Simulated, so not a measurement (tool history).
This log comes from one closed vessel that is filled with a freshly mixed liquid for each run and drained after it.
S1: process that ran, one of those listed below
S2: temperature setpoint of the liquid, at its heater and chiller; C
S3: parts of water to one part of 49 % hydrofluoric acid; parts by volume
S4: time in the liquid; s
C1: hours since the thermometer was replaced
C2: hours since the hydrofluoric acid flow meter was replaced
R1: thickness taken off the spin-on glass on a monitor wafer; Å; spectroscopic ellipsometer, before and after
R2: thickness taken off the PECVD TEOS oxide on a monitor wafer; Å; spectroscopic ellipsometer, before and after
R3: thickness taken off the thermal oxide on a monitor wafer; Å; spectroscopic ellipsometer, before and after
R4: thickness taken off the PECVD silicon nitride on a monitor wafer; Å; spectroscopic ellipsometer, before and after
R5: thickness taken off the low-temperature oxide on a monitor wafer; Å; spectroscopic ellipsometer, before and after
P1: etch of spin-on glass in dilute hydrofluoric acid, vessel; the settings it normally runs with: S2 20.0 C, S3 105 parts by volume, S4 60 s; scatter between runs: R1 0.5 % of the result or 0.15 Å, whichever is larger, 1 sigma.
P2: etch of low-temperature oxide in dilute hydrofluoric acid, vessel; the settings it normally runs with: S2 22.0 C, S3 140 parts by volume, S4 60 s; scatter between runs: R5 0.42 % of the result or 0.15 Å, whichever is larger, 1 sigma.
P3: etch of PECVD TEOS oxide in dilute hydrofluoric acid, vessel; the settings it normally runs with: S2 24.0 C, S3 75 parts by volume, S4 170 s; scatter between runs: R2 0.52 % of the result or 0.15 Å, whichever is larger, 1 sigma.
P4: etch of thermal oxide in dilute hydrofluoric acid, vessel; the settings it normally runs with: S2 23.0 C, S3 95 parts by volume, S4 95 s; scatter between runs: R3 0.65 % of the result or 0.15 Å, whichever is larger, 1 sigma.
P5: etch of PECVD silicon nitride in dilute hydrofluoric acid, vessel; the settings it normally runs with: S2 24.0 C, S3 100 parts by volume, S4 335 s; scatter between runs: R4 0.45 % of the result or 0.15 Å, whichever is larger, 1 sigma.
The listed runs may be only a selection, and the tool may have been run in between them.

run 1 hour=5.4 | S1=P1 S2=20.0 S3=105 S4=60 | C1=1533.8 C2=371.2 | R1=233.75
run 2 hour=12.3 | S1=P1 S2=20.0 S3=105 S4=30 | C1=1540.7 C2=378.1 | R1=115.72
run 3 hour=22.1 | S1=P3 S2=24.0 S3=75 S4=170 | C1=1550.5 C2=387.9 | R2=204.37
run 4 hour=29.1 | S1=P3 S2=18.0 S3=75 S4=170 | C1=1557.5 C2=394.9 | R2=158.09
run 5 hour=35.1 | S1=P1 S2=23.5 S3=105 S4=30 | C1=1563.5 C2=400.9 | R1=134.94
run 6 hour=40.5 | S1=P1 S2=17.0 S3=105 S4=60 | C1=1568.9 C2=406.3 | R1=205.03
run 7 hour=46.6 | S1=P4 S2=27.5 S3=95 S4=95 | C1=1575.0 C2=412.4 | R3=55.812
run 8 hour=54.7 | S1=P3 S2=24.0 S3=105 S4=170 | C1=1583.1 C2=420.5 | R2=139.21
run 9 hour=64.1 | S1=P5 S2=24.0 S3=100 S4=335 | C1=1592.5 C2=429.9 | R4=186.10
run 10 hour=74.5 | S1=P2 S2=22.0 S3=210 S4=60 | C1=1602.9 C2=440.3 | R5=45.739
run 11 hour=84.0 | S1=P1 S2=20.0 S3=105 S4=60 | C1=1612.4 C2=449.8 | R1=234.90
run 12 hour=94.4 | S1=P1 S2=20.0 S3=105 S4=60 | C1=1622.8 C2=460.2 | R1=233.87
run 13 hour=103.1 | S1=P4 S2=23.0 S3=95 S4=95 | C1=1631.5 C2=468.9 | R3=46.562
run 14 hour=111.1 | S1=P1 S2=25.5 S3=105 S4=60 | C1=1639.5 C2=476.9 | R1=289.41
run 15 hour=116.9 | S1=P5 S2=32.0 S3=100 S4=335 | C1=1645.3 C2=482.7 | R4=307.65
run 16 hour=127.5 | S1=P5 S2=24.0 S3=100 S4=335 | C1=1655.9 C2=493.3 | R4=185.08
run 17 hour=132.8 | S1=P1 S2=20.0 S3=55 S4=60 | C1=1661.2 C2=498.6 | R1=475.21
run 18 hour=143.4 | S1=P2 S2=22.0 S3=140 S4=90 | C1=1671.8 C2=509.2 | R5=111.510
run 19 hour=148.9 | S1=P4 S2=23.0 S3=95 S4=150 | C1=1677.3 C2=514.7 | R3=73.842
run 20 hour=156.3 | S1=P3 S2=24.0 S3=75 S4=330 | C1=1684.7 C2=522.1 | R2=394.18
run 21 hour=165.2 | S1=P1 S2=20.0 S3=150 S4=60 | C1=1693.6 C2=531.0 | R1=155.10
run 22 hour=176.0 | S1=P5 S2=24.0 S3=145 S4=335 | C1=1704.4 C2=541.8 | R4=128.20
run 23 hour=184.0 | S1=P1 S2=20.0 S3=45 S4=35 | C1=1712.4 C2=549.8 | R1=340.49
run 24 hour=190.8 | S1=P1 S2=20.0 S3=105 S4=60 | C1=1719.2 C2=556.6 | R1=232.59
run 25 hour=196.4 | S1=P2 S2=22.0 S3=140 S4=60 | C1=1724.8 C2=562.2 | R5=73.958
run 26 hour=201.9 | S1=P4 S2=23.0 S3=165 S4=95 | C1=1730.3 C2=567.7 | R3=24.874
run 27 hour=208.2 | S1=P2 S2=17.0 S3=140 S4=60 | C1=1736.6 C2=574.0 | R5=59.789
run 28 hour=219.0 | S1=P3 S2=24.0 S3=75 S4=170 | C1=1747.4 C2=584.8 | R2=204.54
run 29 hour=229.0 | S1=P1 S2=20.0 S3=105 S4=90 | C1=1757.4 C2=594.8 | R1=349.00

What will run 30 give?
run 30 hour=238.0 | S1=P4 S2=23.0 S3=95 S4=95 | C1=1766.4 C2=603.8 | R3=?

R3: 46.654 Å
